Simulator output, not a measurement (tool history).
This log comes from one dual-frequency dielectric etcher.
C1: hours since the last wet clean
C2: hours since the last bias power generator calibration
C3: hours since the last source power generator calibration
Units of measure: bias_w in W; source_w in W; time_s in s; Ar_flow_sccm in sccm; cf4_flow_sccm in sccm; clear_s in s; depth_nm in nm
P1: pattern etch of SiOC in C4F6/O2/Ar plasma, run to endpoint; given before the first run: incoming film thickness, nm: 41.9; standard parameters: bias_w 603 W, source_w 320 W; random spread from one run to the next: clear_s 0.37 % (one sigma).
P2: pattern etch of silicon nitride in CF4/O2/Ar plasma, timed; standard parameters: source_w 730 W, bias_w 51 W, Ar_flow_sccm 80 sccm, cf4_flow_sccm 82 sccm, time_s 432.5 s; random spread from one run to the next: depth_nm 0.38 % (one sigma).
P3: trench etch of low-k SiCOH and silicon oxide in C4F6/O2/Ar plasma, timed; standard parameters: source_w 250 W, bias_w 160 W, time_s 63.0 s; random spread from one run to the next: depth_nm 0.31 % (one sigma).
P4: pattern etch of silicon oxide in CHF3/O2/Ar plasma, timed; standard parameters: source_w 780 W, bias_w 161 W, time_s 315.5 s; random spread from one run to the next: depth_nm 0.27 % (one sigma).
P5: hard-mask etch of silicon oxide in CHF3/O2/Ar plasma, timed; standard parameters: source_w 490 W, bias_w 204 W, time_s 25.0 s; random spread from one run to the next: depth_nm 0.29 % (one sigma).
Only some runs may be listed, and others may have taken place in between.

run 1 hour=12.9 | process=P1 bias_w=603 source_w=320 | C1=270.6 C2=602.2 C3=884.2 | clear_s=14.413
run 2 hour=27.3 | process=P1 bias_w=432 source_w=270 | C1=285.0 C2=616.6 C3=898.6 | clear_s=17.355
run 3 hour=36.9 | process=P3 bias_w=126 source_w=250 time_s=63.0 | C1=294.6 C2=626.2 C3=908.2 | depth_nm=146.280
run 4 hour=46.6 | process=P4 bias_w=161 source_w=510 time_s=315.5 | C1=304.3 C2=635.9 C3=917.9 | depth_nm=564.400
run 5 hour=56.5 | process=P2 bias_w=51 source_w=730 time_s=432.5 Ar_flow_sccm=80 cf4_flow_sccm=82 | C1=314.2 C2=645.8 C3=927.8 | depth_nm=1119.200
run 6 hour=68.0 | process=P2 bias_w=51 source_w=730 time_s=432.5 Ar_flow_sccm=108 cf4_flow_sccm=82 | C1=325.7 C2=657.3 C3=939.3 | depth_nm=1078.900
run 7 hour=79.7 | process=P5 bias_w=204 source_w=490 time_s=16.0 | C1=337.4 C2=669.0 C3=951.0 | depth_nm=30.550
-- hour=80.4 source power generator calibrated
-- hour=82.4 bias power generator calibrated
run 8 hour=89.1 | process=P1 bias_w=603 source_w=320 | C1=346.8 C2=6.8 C3=8.7 | clear_s=14.297
run 9 hour=96.2 | process=P1 bias_w=603 source_w=320 | C1=353.9 C2=13.9 C3=15.8 | clear_s=14.278
run 10 hour=107.3 | process=P2 bias_w=51 source_w=730 time_s=432.5 Ar_flow_sccm=80 cf4_flow_sccm=62 | C1=365.0 C2=25.0 C3=26.9 | depth_nm=1069.300
run 11 hour=118.0 | process=P3 bias_w=160 source_w=250 time_s=34.5 | C1=375.7 C2=35.7 C3=37.6 | depth_nm=86.273
run 12 hour=131.2 | process=P3 bias_w=160 source_w=250 time_s=63.0 | C1=388.9 C2=48.9 C3=50.8 | depth_nm=158.780
run 13 hour=139.8 | process=P1 bias_w=603 source_w=320 | C1=397.5 C2=57.5 C3=59.4 | clear_s=14.437
run 14 hour=148.3 | process=P1 bias_w=457 source_w=320 | C1=406.0 C2=66.0 C3=67.9 | clear_s=15.971
run 15 hour=163.5 | process=P4 bias_w=161 source_w=780 time_s=398.0 | C1=421.2 C2=81.2 C3=83.1 | depth_nm=837.690
run 16 hour=171.2 | process=P2 bias_w=51 source_w=590 time_s=432.5 Ar_flow_sccm=80 cf4_flow_sccm=82 | C1=428.9 C2=88.9 C3=90.8 | depth_nm=932.050
run 17 hour=178.2 | process=P4 bias_w=161 source_w=780 time_s=315.5 | C1=435.9 C2=95.9 C3=97.8 | depth_nm=663.810
run 18 hour=185.8 | process=P5 bias_w=204 source_w=340 time_s=25.0 | C1=443.5 C2=103.5 C3=105.4 | depth_nm=41.514
run 19 hour=193.3 | process=P1 bias_w=603 source_w=320 | C1=451.0 C2=111.0 C3=112.9 | clear_s=14.384
run 20 hour=207.8 | process=P1 bias_w=764 source_w=320 | C1=465.5 C2=125.5 C3=127.4 | clear_s=13.078
run 21 hour=216.9 | process=P2 bias_w=51 source_w=730 time_s=578.0 Ar_flow_sccm=80 cf4_flow_sccm=82 | C1=474.6 C2=134.6 C3=136.5 | depth_nm=1489.200
run 22 hour=225.7 | process=P5 bias_w=122 source_w=490 time_s=25.0 | C1=483.4 C2=143.4 C3=145.3 | depth_nm=40.274
run 23 hour=235.0 | process=P1 bias_w=603 source_w=320 | C1=492.7 C2=152.7 C3=154.6 | clear_s=14.368

Run 24 is up next; what results do you expect?
run 24 hour=250.2 | process=P1 bias_w=603 source_w=250 | C1=507.9 C2=167.9 C3=169.8 | clear_s=?

Logged for run 24: clear_s 15.684 s.

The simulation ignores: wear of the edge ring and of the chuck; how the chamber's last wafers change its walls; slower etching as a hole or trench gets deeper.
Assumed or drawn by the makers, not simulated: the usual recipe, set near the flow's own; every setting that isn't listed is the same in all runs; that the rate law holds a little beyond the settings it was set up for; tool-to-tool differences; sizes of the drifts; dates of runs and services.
